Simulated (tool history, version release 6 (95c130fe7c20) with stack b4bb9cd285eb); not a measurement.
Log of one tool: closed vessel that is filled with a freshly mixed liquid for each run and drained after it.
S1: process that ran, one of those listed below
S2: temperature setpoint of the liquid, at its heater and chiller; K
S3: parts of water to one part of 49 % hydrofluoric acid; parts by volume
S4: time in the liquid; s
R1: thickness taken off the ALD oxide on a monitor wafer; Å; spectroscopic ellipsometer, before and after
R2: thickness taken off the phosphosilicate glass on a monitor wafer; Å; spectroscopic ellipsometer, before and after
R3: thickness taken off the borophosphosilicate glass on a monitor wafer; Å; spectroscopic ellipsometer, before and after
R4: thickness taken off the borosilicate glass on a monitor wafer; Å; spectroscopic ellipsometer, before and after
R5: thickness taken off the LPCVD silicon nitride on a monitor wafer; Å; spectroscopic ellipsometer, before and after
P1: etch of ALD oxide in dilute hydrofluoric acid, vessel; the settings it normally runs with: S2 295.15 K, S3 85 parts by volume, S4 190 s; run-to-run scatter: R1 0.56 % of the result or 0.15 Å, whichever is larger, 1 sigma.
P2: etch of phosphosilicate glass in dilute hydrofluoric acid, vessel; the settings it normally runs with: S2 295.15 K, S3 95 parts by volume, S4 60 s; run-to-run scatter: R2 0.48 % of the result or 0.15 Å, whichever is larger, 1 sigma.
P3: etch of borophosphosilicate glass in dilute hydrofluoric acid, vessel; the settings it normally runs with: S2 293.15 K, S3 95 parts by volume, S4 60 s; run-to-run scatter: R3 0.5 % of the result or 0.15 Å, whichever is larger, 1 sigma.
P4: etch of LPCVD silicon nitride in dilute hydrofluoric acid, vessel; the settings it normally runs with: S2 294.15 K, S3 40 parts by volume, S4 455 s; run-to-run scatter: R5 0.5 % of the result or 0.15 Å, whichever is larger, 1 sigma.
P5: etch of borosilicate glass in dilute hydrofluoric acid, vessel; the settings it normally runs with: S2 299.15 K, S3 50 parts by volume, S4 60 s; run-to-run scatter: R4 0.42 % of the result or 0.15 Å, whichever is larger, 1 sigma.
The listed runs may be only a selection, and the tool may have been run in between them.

run   hour  S1      S2   S3   S4       R1       R2       R3      R4      R5
  1    4.8  P1  295.15   85  190  384.540
  2   12.9  P1  295.15   85  190  382.960
  3   19.8  P2  290.15   95   60            412.08
  4   27.0  P3  293.15   20   60                    1738.60
  5   32.5  P5  299.15   50   60                             346.08
  6   40.4  P4  294.15   40  665                                     64.790
  7   46.2  P1  295.15   40  190  859.440
  8   52.7  P1  290.15   85  275  452.610
  9   58.7  P5  307.15   50   60                             474.65
 10   66.6  P3  290.15   95   60                     298.02
 11   72.8  P3  293.15   95   60                     336.06
 12   78.9  P5  299.15   50   30                             172.06
 13   85.9  P3  293.15   95   60                     339.54
 14   90.9  P4  294.15   40  455                                     44.911
 15   99.5  P2  295.15   95   60            501.66
 16  105.0  P3  293.15   95   30                     166.93
 17  111.1  P1  295.15   85   35   70.279
 18  116.5  P1  291.65   85  190  332.710
 19  123.2  P4  294.15   40  455                                     44.467
 20  128.4  P1  295.15   85  190  386.890
 21  135.6  P1  295.15   85  190  386.910
 22  144.2  P1  302.15   85  190  508.170
 23  148.1  P1  302.65   85  330  901.190
 24  155.7  P1  295.15   85  190  388.810
 25  161.9  P2  295.15   95  105            887.88
 26  165.6  P5  299.15   20   60                             898.70
 27  174.1  P1  295.15   85  305  617.730
 28  181.4  P1  295.15  130  190  238.520
 29  189.0  P2  295.15   95   60            508.88
 30  195.4  P4  294.15   25  455                                     70.203
 31  202.6  P5  299.15   50   60                             344.24
 32  210.8  P2  295.15   45   60           1142.70
 33  217.9  P1  295.15   85  190  386.680
 34  225.9  P1  300.15   85  360  898.920
 35  230.7  P4  301.65   40  455                                     73.934
 36  238.3  P1  295.15   85  190  384.030
 37  245.3  P1  295.15   85  190  400.290
 38  250.6  P1  295.15   85  190  404.290
 39  259.0  P1  295.15   85  190  409.480
 40  264.9  P1  295.15   85  190  412.010
 41  268.7  P1  295.15   85  190  417.730
 42  273.5  P1  295.15   85  190  417.460
 43  277.9  P1  295.15   85  190  412.750
 44  282.0  P1  295.15   85  190  418.280

Predict the results of run 45:
 45  289.3  P1  295.15  85  190   ?

Run 45 measured R1 415.530 Å.
